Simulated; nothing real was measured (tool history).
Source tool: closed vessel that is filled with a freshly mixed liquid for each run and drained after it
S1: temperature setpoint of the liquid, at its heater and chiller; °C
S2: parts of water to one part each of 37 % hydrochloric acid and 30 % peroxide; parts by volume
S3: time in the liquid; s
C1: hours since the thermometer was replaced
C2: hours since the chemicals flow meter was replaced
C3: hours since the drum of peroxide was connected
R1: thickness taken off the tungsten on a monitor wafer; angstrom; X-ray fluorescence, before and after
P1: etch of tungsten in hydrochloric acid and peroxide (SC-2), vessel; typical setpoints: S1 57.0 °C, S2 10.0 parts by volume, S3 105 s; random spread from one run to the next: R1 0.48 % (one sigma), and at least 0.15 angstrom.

run	hour	S1	S2	S3	C1	C2	C3	R1
1	4.5	57.0	10.0	105	1144.9	662.4	93.7	192.480
2	8.8	57.0	10.0	30	1149.2	666.7	98.0	55.041
# hour 14.4: thermometer replaced
3	15.8	57.0	10.0	175	1.4	673.7	105.0	319.270
4	20.7	72.0	10.0	105	6.3	678.6	109.9	479.650
5	28.7	57.0	10.0	105	14.3	686.6	117.9	192.710
6	36.8	57.0	10.0	105	22.4	694.7	126.0	192.220
7	43.1	57.0	10.0	105	28.7	701.0	132.3	191.590
8	49.7	57.0	10.0	105	35.3	707.6	138.9	192.790
9	55.9	57.0	4.0	105	41.5	713.8	145.1	384.220
10	63.4	57.0	16.5	105	49.0	721.3	152.6	125.450
11	70.6	41.5	10.0	45	56.2	728.5	159.8	29.216
12	75.8	40.0	10.0	105	61.4	733.7	165.0	61.369
13	83.5	57.0	10.0	105	69.1	741.4	172.7	193.970
14	89.5	57.0	10.0	105	75.1	747.4	178.7	191.770
15	93.6	57.0	10.0	105	79.2	751.5	182.8	197.130
16	101.2	57.0	10.0	105	86.8	759.1	190.4	202.170
17	105.3	57.0	10.0	105	90.9	763.2	194.5	204.720
18	111.8	57.0	10.0	105	97.4	769.7	201.0	208.290
19	118.0	57.0	10.0	105	103.6	775.9	207.2	209.020
20	125.1	57.0	10.0	105	110.7	783.0	214.3	208.130
21	130.0	57.0	10.0	105	115.6	787.9	219.2	207.310

P1 has crept away from where it was. The log is fitted equally well by each of these 2 causes, at the sizes shown:
A: chemicals flow above the setpoint (%) = 10.2
B: liquid hotter than its thermometer reads (K) = 1.27
The creep began at about hour 89.5.
The rest of the possible causes, and what rules out each one:
peroxide weaker than its label (%): can reach only 8, and even then R1 would move by -7.4 %, too little or the wrong way

The 4 check runs listed below each average the results of 3 wafers, and their outcomes are marked with question marks. Under which run would the listed causes produce clearly different results?
check 1	134.9	57.0	15.5	65				?
check 2	134.9	43.5	4.0	105				?
check 3	134.9	69.5	7.0	105				?
check 4	134.9	44.5	14.0	105				?

Outcome of each check run for each possible cause:
check	result	if A	if B
check 1	R1	88.848	88.428
check 2	R1	166.650	170.730
check 3	R1	595.860	596.040
check 4	R1	68.383	68.576
Gap, in per cent, between the two causes that each check separates least, read from the result that separates them most: check 1 0.47 %; check 2 2.42 %; check 3 0.03 %; check 4 0.28 %
Of the check runs offered, only check 2 discriminates between the causes; the rest would read about the same regardless of which cause applies.

Check 2 was carried out, with these results: R1 170.220 angstrom. Which of the listed causes is responsible?

The cause is B: liquid hotter than its thermometer reads (K).
